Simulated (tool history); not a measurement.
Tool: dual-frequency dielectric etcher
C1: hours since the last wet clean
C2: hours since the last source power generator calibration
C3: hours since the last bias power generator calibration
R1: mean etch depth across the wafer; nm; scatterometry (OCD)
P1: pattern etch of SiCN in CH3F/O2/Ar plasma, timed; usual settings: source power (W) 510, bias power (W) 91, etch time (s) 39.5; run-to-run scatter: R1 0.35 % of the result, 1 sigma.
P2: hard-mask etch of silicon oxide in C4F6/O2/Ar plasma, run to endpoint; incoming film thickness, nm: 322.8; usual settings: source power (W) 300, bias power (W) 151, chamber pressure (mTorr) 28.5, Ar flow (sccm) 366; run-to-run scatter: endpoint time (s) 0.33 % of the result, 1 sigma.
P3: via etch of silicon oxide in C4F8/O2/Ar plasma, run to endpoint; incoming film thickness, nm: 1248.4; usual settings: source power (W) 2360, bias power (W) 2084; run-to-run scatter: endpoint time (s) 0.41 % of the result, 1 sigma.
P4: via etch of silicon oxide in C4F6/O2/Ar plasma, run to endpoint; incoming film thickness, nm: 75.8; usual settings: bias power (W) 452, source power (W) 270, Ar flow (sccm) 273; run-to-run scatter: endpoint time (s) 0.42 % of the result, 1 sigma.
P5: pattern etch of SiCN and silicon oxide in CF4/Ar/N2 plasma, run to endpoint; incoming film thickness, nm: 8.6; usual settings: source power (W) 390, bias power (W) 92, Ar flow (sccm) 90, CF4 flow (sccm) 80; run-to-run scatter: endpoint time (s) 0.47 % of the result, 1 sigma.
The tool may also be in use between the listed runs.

Run 1, hour 6.9: process that ran P1, source power (W) 510, bias power (W) 91, etch time (s) 39.5; C1 282.4; C2 379.0; C3 1521.4. Result: R1 17.499 nm.
Run 2, hour 17.5: process that ran P1, source power (W) 420, bias power (W) 91, etch time (s) 39.5; C1 293.0; C2 389.6; C3 1532.0. Result: R1 16.288 nm.
Run 3, hour 29.2: process that ran P5, source power (W) 390, bias power (W) 92, Ar flow (sccm) 90, CF4 flow (sccm) 64; C1 304.7; C2 401.3; C3 1543.7. Result: endpoint time (s) 10.3030.
Run 4, hour 39.8: process that ran P5, source power (W) 390, bias power (W) 92, Ar flow (sccm) 68, CF4 flow (sccm) 80; C1 315.3; C2 411.9; C3 1554.3. Result: endpoint time (s) 9.6140.
Run 5, hour 50.9: process that ran P1, source power (W) 650, bias power (W) 91, etch time (s) 27.0; C1 326.4; C2 423.0; C3 1565.4. Result: R1 13.131 nm.
Run 6, hour 59.6: process that ran P3, source power (W) 2360, bias power (W) 2890; C1 335.1; C2 431.7; C3 1574.1. Result: endpoint time (s) 203.5600.
Run 7, hour 69.2: process that ran P3, source power (W) 3010, bias power (W) 2084; C1 344.7; C2 441.3; C3 1583.7. Result: endpoint time (s) 203.7800.
Run 8, hour 76.9: process that ran P1, source power (W) 510, bias power (W) 91, etch time (s) 39.5; C1 352.4; C2 449.0; C3 1591.4. Result: R1 17.450 nm.
Run 9, hour 85.5: process that ran P1, source power (W) 510, bias power (W) 91, etch time (s) 58.5; C1 361.0; C2 457.6; C3 1600.0. Result: R1 25.936 nm.
Run 10, hour 94.3: process that ran P2, source power (W) 300, bias power (W) 213, Ar flow (sccm) 366, chamber pressure (mTorr) 28.5; C1 369.8; C2 466.4; C3 1608.8. Result: endpoint time (s) 112.2600.
Run 11, hour 102.0: process that ran P1, source power (W) 510, bias power (W) 54, etch time (s) 39.5; C1 377.5; C2 474.1; C3 1616.5. Result: R1 14.612 nm.
Run 12, hour 107.2: process that ran P1, source power (W) 510, bias power (W) 91, etch time (s) 29.5; C1 382.7; C2 479.3; C3 1621.7. Result: R1 13.079 nm.
Run 13, hour 116.4: process that ran P4, source power (W) 270, bias power (W) 452, Ar flow (sccm) 273; C1 391.9; C2 488.5; C3 1630.9. Result: endpoint time (s) 20.6950.
At hour 119.9: wet clean of the chamber.
Run 14, hour 122.8: process that ran P4, source power (W) 270, bias power (W) 452, Ar flow (sccm) 273; C1 3.0; C2 494.9; C3 1637.3. Result: endpoint time (s) 20.6460.
Run 15, hour 130.3: process that ran P5, source power (W) 390, bias power (W) 55, Ar flow (sccm) 90, CF4 flow (sccm) 80; C1 10.5; C2 502.4; C3 1644.8. Result: endpoint time (s) 11.8480.
At hour 134.4: source power generator calibrated.
Run 16, hour 138.1: process that ran P1, source power (W) 640, bias power (W) 91, etch time (s) 39.5; C1 18.3; C2 3.7; C3 1652.6. Result: R1 18.971 nm.
Run 17, hour 149.1: process that ran P2, source power (W) 300, bias power (W) 151, Ar flow (sccm) 366, chamber pressure (mTorr) 35.5; C1 29.3; C2 14.7; C3 1663.6. Result: endpoint time (s) 128.9800.
Run 18, hour 160.1: process that ran P2, source power (W) 420, bias power (W) 151, Ar flow (sccm) 366, chamber pressure (mTorr) 28.5; C1 40.3; C2 25.7; C3 1674.6. Result: endpoint time (s) 110.1600.
Run 19, hour 170.7: process that ran P2, source power (W) 300, bias power (W) 151, Ar flow (sccm) 468, chamber pressure (mTorr) 28.5; C1 50.9; C2 36.3; C3 1685.2. Result: endpoint time (s) 129.8200.
Run 20, hour 182.1: process that ran P4, source power (W) 270, bias power (W) 594, Ar flow (sccm) 273; C1 62.3; C2 47.7; C3 1696.6. Result: endpoint time (s) 18.4700.
Run 21, hour 189.8: process that ran P4, source power (W) 270, bias power (W) 452, Ar flow (sccm) 205; C1 70.0; C2 55.4; C3 1704.3. Result: endpoint time (s) 19.8770.
Run 22, hour 199.1: process that ran P1, source power (W) 510, bias power (W) 125, etch time (s) 55.5; C1 79.3; C2 64.7; C3 1713.6. Result: R1 27.810 nm.
Run 23, hour 204.4: process that ran P5, source power (W) 390, bias power (W) 92, Ar flow (sccm) 90, CF4 flow (sccm) 80; C1 84.6; C2 70.0; C3 1718.9. Result: endpoint time (s) 9.9927.
Run 24, hour 214.2: process that ran P1, source power (W) 510, bias power (W) 91, etch time (s) 39.5; C1 94.4; C2 79.8; C3 1728.7. Result: R1 17.508 nm.
Run 25, hour 221.8: process that ran P2, source power (W) 300, bias power (W) 151, Ar flow (sccm) 366, chamber pressure (mTorr) 28.5; C1 102.0; C2 87.4; C3 1736.3. Result: endpoint time (s) 126.4500.
Run 26, hour 227.8: process that ran P1, source power (W) 510, bias power (W) 91, etch time (s) 39.5; C1 108.0; C2 93.4; C3 1742.3. Result: R1 17.608 nm.
Run 27, hour 238.3: process that ran P1, source power (W) 510, bias power (W) 112, etch time (s) 39.5; C1 118.5; C2 103.9; C3 1752.8. Result: R1 18.881 nm.
Run 28, hour 247.9: process that ran P3, source power (W) 2360, bias power (W) 2084; C1 128.1; C2 113.5; C3 1762.4. Result: endpoint time (s) 225.3400.
Run 29, hour 255.3: process that ran P5, source power (W) 480, bias power (W) 92, Ar flow (sccm) 90, CF4 flow (sccm) 80; C1 135.5; C2 120.9; C3 1769.8. Result: endpoint time (s) 8.3698.
Run 30, hour 262.1: process that ran P4, source power (W) 340, bias power (W) 452, Ar flow (sccm) 273; C1 142.3; C2 127.7; C3 1776.6. Result: endpoint time (s) 18.8330.
Run 31, hour 273.5: process that ran P5, source power (W) 390, bias power (W) 92, Ar flow (sccm) 90, CF4 flow (sccm) 80; C1 153.7; C2 139.1; C3 1788.0. Result: endpoint time (s) 10.0230.
Run 32, hour 279.4: process that ran P1, source power (W) 510, bias power (W) 91, etch time (s) 39.5; C1 159.6; C2 145.0; C3 1793.9. Result: R1 17.469 nm.
Run 33, hour 286.8: process that ran P1, source power (W) 510, bias power (W) 91, etch time (s) 39.5; C1 167.0; C2 152.4; C3 1801.3. Result: R1 17.380 nm.
Run 34, hour 295.6: process that ran P1, source power (W) 510, bias power (W) 91, etch time (s) 39.5; C1 175.8; C2 161.2; C3 1810.1. Result: R1 17.422 nm.
Run 35, hour 306.5: process that ran P1, source power (W) 510, bias power (W) 91, etch time (s) 39.5; C1 186.7; C2 172.1; C3 1821.0. Result: R1 17.308 nm.
Run 36, hour 315.6: process that ran P1, source power (W) 510, bias power (W) 91, etch time (s) 39.5; C1 195.8; C2 181.2; C3 1830.1. Result: R1 17.311 nm.
Run 37, hour 321.9: process that ran P1, source power (W) 510, bias power (W) 91, etch time (s) 39.5; C1 202.1; C2 187.5; C3 1836.4. Result: R1 17.206 nm.
At hour 325.1: wet clean of the chamber.
Run 38, hour 332.7: process that ran P1, source power (W) 510, bias power (W) 91, etch time (s) 39.5; C1 7.7; C2 198.3; C3 1847.2. Result: R1 17.202 nm.
Run 39, hour 337.8: process that ran P1, source power (W) 510, bias power (W) 91, etch time (s) 39.5; C1 12.8; C2 203.4; C3 1852.3. Result: R1 17.231 nm.
Run 40, hour 344.7: process that ran P1, source power (W) 510, bias power (W) 91, etch time (s) 39.5; C1 19.7; C2 210.3; C3 1859.2. Result: R1 17.276 nm.
Run 41, hour 353.1: process that ran P1, source power (W) 510, bias power (W) 91, etch time (s) 39.5; C1 28.1; C2 218.7; C3 1867.6. Result: R1 17.219 nm.
Run 42, hour 363.0: process that ran P1, source power (W) 510, bias power (W) 91, etch time (s) 39.5; C1 38.0; C2 228.6; C3 1877.5. Result: R1 17.198 nm.
Run 43, hour 373.7: process that ran P1, source power (W) 510, bias power (W) 91, etch time (s) 39.5; C1 48.7; C2 239.3; C3 1888.2. Result: R1 17.291 nm.

What P1 gives has crept away from where it was. These 2 causes fit the log equally well, each at the size given:
A: bias power that arrives under what is set, % = 4.88
B: source power that arrives under what is set, % = 4.76
The creep began at about hour 279.4.
Why every other cause is out:
chamber walls in a state that lowers the etch rate, %: serviced at hour 325.1, which brought nothing back

4 check runs are offered, each on 2 wafers whose results are averaged, their results left as question marks. Which one tells the causes apart?
Run check 1, hour 384.4: process that ran P3, source power (W) 2360, bias power (W) 2084. Result: endpoint time (s) ?.
Run check 2, hour 384.4: process that ran P4, source power (W) 270, bias power (W) 452, Ar flow (sccm) 273. Result: endpoint time (s) ?.
Run check 3, hour 384.4: process that ran P5, source power (W) 390, bias power (W) 92, Ar flow (sccm) 90, CF4 flow (sccm) 80. Result: endpoint time (s) ?.
Run check 4, hour 384.4: process that ran P2, source power (W) 300, bias power (W) 151, Ar flow (sccm) 366, chamber pressure (mTorr) 28.5. Result: endpoint time (s) ?.

What each check would give under each cause:
  check             result      if A      if B
check 1  endpoint time (s)  227.9200  229.1300
check 2  endpoint time (s)   20.9890   20.9730
check 3  endpoint time (s)   10.1840   10.4480
check 4  endpoint time (s)  127.9100  128.3700
How far apart the two closest causes lie, in the result that separates them most: check 1 0.53 %; check 2 0.08 %; check 3 2.56 %; check 4 0.36 %
Only check 3 tells the causes apart: in the others they would give nearly the same result.

Check 3 was then run and gave: endpoint time (s) 10.4660. Which cause is it?

It is B: source power that arrives under what is set, %.
